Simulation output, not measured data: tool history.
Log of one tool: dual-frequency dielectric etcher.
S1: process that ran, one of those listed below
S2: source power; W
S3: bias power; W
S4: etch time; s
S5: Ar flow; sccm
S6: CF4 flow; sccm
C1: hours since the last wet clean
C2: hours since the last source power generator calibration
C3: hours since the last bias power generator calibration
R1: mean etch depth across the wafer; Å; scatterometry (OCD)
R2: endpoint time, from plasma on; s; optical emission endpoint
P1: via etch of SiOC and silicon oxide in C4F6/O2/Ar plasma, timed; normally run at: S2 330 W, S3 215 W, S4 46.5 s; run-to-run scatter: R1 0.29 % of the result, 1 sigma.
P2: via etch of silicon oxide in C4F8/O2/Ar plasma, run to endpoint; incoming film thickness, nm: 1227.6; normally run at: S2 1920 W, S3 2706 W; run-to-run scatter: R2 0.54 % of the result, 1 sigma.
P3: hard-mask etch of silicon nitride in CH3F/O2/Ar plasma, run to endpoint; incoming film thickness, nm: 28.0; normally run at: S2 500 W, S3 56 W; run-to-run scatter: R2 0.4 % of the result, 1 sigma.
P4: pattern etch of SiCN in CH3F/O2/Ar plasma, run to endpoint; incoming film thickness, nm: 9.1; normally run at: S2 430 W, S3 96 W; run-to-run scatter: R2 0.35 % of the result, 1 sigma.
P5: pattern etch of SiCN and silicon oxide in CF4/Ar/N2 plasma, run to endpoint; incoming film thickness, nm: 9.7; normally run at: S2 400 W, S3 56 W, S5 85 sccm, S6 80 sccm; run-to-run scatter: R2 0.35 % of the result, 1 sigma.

Run 1, hour 11.7: S1 P1, S2 330 W, S3 215 W, S4 46.5 s; C1 412.5; C2 774.6; C3 1390.7. Result: R1 507.98 Å.
Run 2, hour 20.2: S1 P1, S2 330 W, S3 215 W, S4 46.5 s; C1 421; C2 783.1; C3 1399.2. Result: R1 511.05 Å.
Run 3, hour 28.6: S1 P1, S2 330 W, S3 215 W, S4 66.5 s; C1 429.4; C2 791.5; C3 1407.6. Result: R1 727.98 Å.
Run 4, hour 36.2: S1 P4, S2 610 W, S3 96 W; C1 437; C2 799.1; C3 1415.2. Result: R2 17.574 s.
Run 5, hour 46: S1 P1, S2 330 W, S3 215 W, S4 46.5 s; C1 446.8; C2 808.9; C3 1425. Result: R1 508.36 Å.
Run 6, hour 53.4: S1 P3, S2 670 W, S3 56 W; C1 454.2; C2 816.3; C3 1432.4. Result: R2 37.114 s.
Run 7, hour 63.4: S1 P5, S2 400 W, S3 56 W, S5 85 sccm, S6 80 sccm; C1 464.2; C2 826.3; C3 1442.4. Result: R2 13.465 s.
Run 8, hour 73.3: S1 P2, S2 1920 W, S3 1873 W; C1 474.1; C2 836.2; C3 1452.3. Result: R2 259.07 s.
Run 9, hour 79.9: S1 P5, S2 400 W, S3 71 W, S5 85 sccm, S6 80 sccm; C1 480.7; C2 842.8; C3 1458.9. Result: R2 12.607 s.
Run 10, hour 89.1: S1 P3, S2 500 W, S3 75 W; C1 489.9; C2 852; C3 1468.1. Result: R2 37.494 s.
Run 11, hour 98.7: S1 P1, S2 330 W, S3 215 W, S4 46.5 s; C1 499.5; C2 861.6; C3 1477.7. Result: R1 509.61 Å.
Run 12, hour 111.8: S1 P1, S2 330 W, S3 294 W, S4 46.5 s; C1 512.6; C2 874.7; C3 1490.8. Result: R1 569.09 Å.
Run 13, hour 119.4: S1 P4, S2 430 W, S3 56 W; C1 520.2; C2 882.3; C3 1498.4. Result: R2 24.316 s.
Run 14, hour 127: S1 P3, S2 500 W, S3 56 W; C1 527.8; C2 889.9; C3 1506. Result: R2 41.367 s.
Run 15, hour 136.1: S1 P1, S2 330 W, S3 215 W, S4 30 s; C1 536.9; C2 899; C3 1515.1. Result: R1 327.83 Å.
Run 16, hour 143.3: S1 P1, S2 240 W, S3 215 W, S4 46.5 s; C1 544.1; C2 906.2; C3 1522.3. Result: R1 451.79 Å.
Run 17, hour 153.8: S1 P1, S2 330 W, S3 215 W, S4 46.5 s; C1 554.6; C2 916.7; C3 1532.8. Result: R1 512.71 Å.
Run 18, hour 164.7: S1 P1, S2 270 W, S3 164 W, S4 46.5 s; C1 565.5; C2 927.6; C3 1543.7. Result: R1 430.21 Å.
At hour 170.8: bias power generator calibrated.
Run 19, hour 172: S1 P3, S2 500 W, S3 56 W; C1 572.8; C2 934.9; C3 1.3. Result: R2 41.692 s.
Run 20, hour 184.7: S1 P2, S2 2540 W, S3 2706 W; C1 585.5; C2 947.6; C3 14. Result: R2 207.2 s.
Run 21, hour 194.5: S1 P1, S2 440 W, S3 215 W, S4 46.5 s; C1 595.3; C2 957.4; C3 23.8. Result: R1 567.84 Å.
Run 22, hour 207.2: S1 P2, S2 1920 W, S3 2706 W; C1 608; C2 970.1; C3 36.5. Result: R2 230.88 s.
Run 23, hour 220.5: S1 P2, S2 1920 W, S3 2706 W; C1 621.3; C2 983.4; C3 49.8. Result: R2 231.62 s.
Run 24, hour 228.4: S1 P5, S2 310 W, S3 56 W, S5 85 sccm, S6 80 sccm; C1 629.2; C2 991.3; C3 57.7. Result: R2 17.07 s.
Run 25, hour 239.5: S1 P1, S2 330 W, S3 150 W, S4 46.5 s; C1 640.3; C2 1002.4; C3 68.8. Result: R1 454.02 Å.
Run 26, hour 250.1: S1 P5, S2 400 W, S3 56 W, S5 85 sccm, S6 80 sccm; C1 650.9; C2 1013; C3 79.4. Result: R2 13.661 s.
Run 27, hour 263.2: S1 P4, S2 430 W, S3 96 W; C1 664; C2 1026.1; C3 92.5. Result: R2 20.15 s.
Run 28, hour 271.1: S1 P1, S2 430 W, S3 250 W, S4 46.5 s; C1 671.9; C2 1034; C3 100.4. Result: R1 592.16 Å.
Run 29, hour 278.2: S1 P1, S2 330 W, S3 215 W, S4 46.5 s; C1 679; C2 1041.1; C3 107.5. Result: R1 509.12 Å.
Run 30, hour 290.9: S1 P5, S2 400 W, S3 56 W, S5 66 sccm, S6 80 sccm; C1 691.7; C2 1053.8; C3 120.2. Result: R2 13.133 s.
Run 31, hour 300.3: S1 P5, S2 400 W, S3 56 W, S5 85 sccm, S6 53 sccm; C1 701.1; C2 1063.2; C3 129.6. Result: R2 14.43 s.
Run 32, hour 313.6: S1 P4, S2 430 W, S3 96 W; C1 714.4; C2 1076.5; C3 142.9. Result: R2 20.125 s.
Run 33, hour 322.7: S1 P1, S2 330 W, S3 215 W, S4 46.5 s; C1 723.5; C2 1085.6; C3 152. Result: R1 508.55 Å.
Run 34, hour 329.6: S1 P1, S2 330 W, S3 215 W, S4 46.5 s; C1 730.4; C2 1092.5; C3 158.9. Result: R1 505.87 Å.
Run 35, hour 339.8: S1 P1, S2 330 W, S3 215 W, S4 46.5 s; C1 740.6; C2 1102.7; C3 169.1. Result: R1 502.21 Å.
Run 36, hour 347.4: S1 P1, S2 330 W, S3 215 W, S4 46.5 s; C1 748.2; C2 1110.3; C3 176.7. Result: R1 500.9 Å.
Run 37, hour 357.9: S1 P1, S2 330 W, S3 215 W, S4 46.5 s; C1 758.7; C2 1120.8; C3 187.2. Result: R1 503.38 Å.
Run 38, hour 368.7: S1 P1, S2 330 W, S3 215 W, S4 46.5 s; C1 769.5; C2 1131.6; C3 198. Result: R1 500.56 Å.
At hour 371.2: wet clean of the chamber.
Run 39, hour 380.2: S1 P1, S2 330 W, S3 215 W, S4 46.5 s; C1 9; C2 1143.1; C3 209.5. Result: R1 501.48 Å.
Run 40, hour 390.9: S1 P1, S2 330 W, S3 215 W, S4 46.5 s; C1 19.7; C2 1153.8; C3 220.2. Result: R1 501.48 Å.
Run 41, hour 402.7: S1 P1, S2 330 W, S3 215 W, S4 46.5 s; C1 31.5; C2 1165.6; C3 232. Result: R1 502.67 Å.
Run 42, hour 408.6: S1 P1, S2 330 W, S3 215 W, S4 46.5 s; C1 37.4; C2 1171.5; C3 237.9. Result: R1 503.66 Å.
Run 43, hour 414.6: S1 P1, S2 330 W, S3 215 W, S4 46.5 s; C1 43.4; C2 1177.5; C3 243.9. Result: R1 502.65 Å.

What P1 gives has crept away from where it was. These 2 causes fit the log equally well, each at the size given:
A: bias power that arrives under what is set, % = 4.6
B: source power that arrives under what is set, % = 4.07
The creep began at about hour 322.7.
Why every other cause is out:
chamber walls in a state that lowers the etch rate, %: serviced at hour 371.2, which brought nothing back

4 check runs are offered, each on 2 wafers whose results are averaged, their results left as question marks. Which one tells the causes apart?
Run check 1, hour 420.6: S1 P2, S2 1920 W, S3 2706 W. Result: R2 ?.
Run check 2, hour 420.6: S1 P3, S2 500 W, S3 56 W. Result: R2 ?.
Run check 3, hour 420.6: S1 P4, S2 430 W, S3 96 W. Result: R2 ?.
Run check 4, hour 420.6: S1 P5, S2 400 W, S3 56 W, S5 85 sccm, S6 80 sccm. Result: R2 ?.

What each check would give under each cause:
  check  result    if A    if B
check 1      R2  234.23  234.69
check 2      R2  42.022  42.078
check 3      R2  20.481  20.438
check 4      R2  13.762  14.078
How far apart the two closest causes lie, in the result that separates them most: check 1 0.2 %; check 2 0.13 %; check 3 0.21 %; check 4 2.27 %
Check 4 tells the causes apart: in the others they would give nearly the same result.

Then check 4 was run and gave: R2 13.759 s. Which cause is it?

It is A: bias power that arrives under what is set, %.
